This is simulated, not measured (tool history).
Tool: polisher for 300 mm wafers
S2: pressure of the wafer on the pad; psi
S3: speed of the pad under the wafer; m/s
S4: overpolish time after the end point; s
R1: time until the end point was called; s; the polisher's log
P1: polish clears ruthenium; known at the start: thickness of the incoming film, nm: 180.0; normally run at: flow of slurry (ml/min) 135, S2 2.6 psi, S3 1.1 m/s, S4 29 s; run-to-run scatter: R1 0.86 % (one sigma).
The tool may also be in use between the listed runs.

Run 1, hour 5.4: flow of slurry (ml/min) 135, S2 2.6 psi, S3 1.1 m/s, S4 29 s. Result: R1 101.67 s.
Run 2, hour 12.4: flow of slurry (ml/min) 135, S2 2.6 psi, S3 1.1 m/s, S4 29 s. Result: R1 102.28 s.
Run 3, hour 19.2: flow of slurry (ml/min) 135, S2 2.6 psi, S3 1.1 m/s, S4 29 s. Result: R1 101.6 s.
Run 4, hour 29.1: flow of slurry (ml/min) 135, S2 2.6 psi, S3 1.1 m/s, S4 29 s. Result: R1 102.36 s.
Run 5, hour 39.6: flow of slurry (ml/min) 135, S2 2.6 psi, S3 1.1 m/s, S4 12 s. Result: R1 103.31 s.
Run 6, hour 46.2: flow of slurry (ml/min) 135, S2 1.5 psi, S3 0.84 m/s, S4 29 s. Result: R1 229.93 s.
Run 7, hour 52.9: flow of slurry (ml/min) 80, S2 2.6 psi, S3 1.1 m/s, S4 29 s. Result: R1 116.88 s.
Run 8, hour 62.6: flow of slurry (ml/min) 135, S2 2.6 psi, S3 0.5 m/s, S4 29 s. Result: R1 224.49 s.
Run 9, hour 74.6: flow of slurry (ml/min) 135, S2 1.5 psi, S3 1.1 m/s, S4 29 s. Result: R1 174.67 s.
Run 10, hour 86.5: flow of slurry (ml/min) 135, S2 2.6 psi, S3 1.66 m/s, S4 29 s. Result: R1 67.315 s.
Run 11, hour 95.5: flow of slurry (ml/min) 135, S2 2.6 psi, S3 1.1 m/s, S4 29 s. Result: R1 102.7 s.
At hour 97.1: slurry nozzle cleaned.
Run 12, hour 106.9: flow of slurry (ml/min) 135, S2 2.6 psi, S3 1.1 m/s, S4 29 s. Result: R1 102.04 s.
Run 13, hour 117.3: flow of slurry (ml/min) 135, S2 2.6 psi, S3 1.1 m/s, S4 52 s. Result: R1 102.49 s.
Run 14, hour 123.5: flow of slurry (ml/min) 135, S2 2.6 psi, S3 1.1 m/s, S4 29 s. Result: R1 102.32 s.

The next listed run, before its measurement:
Run 15, hour 134.5: flow of slurry (ml/min) 180, S2 2.6 psi, S3 1.1 m/s, S4 29 s. Result: R1 ?.

Run 15 gave R1 97.868 s.
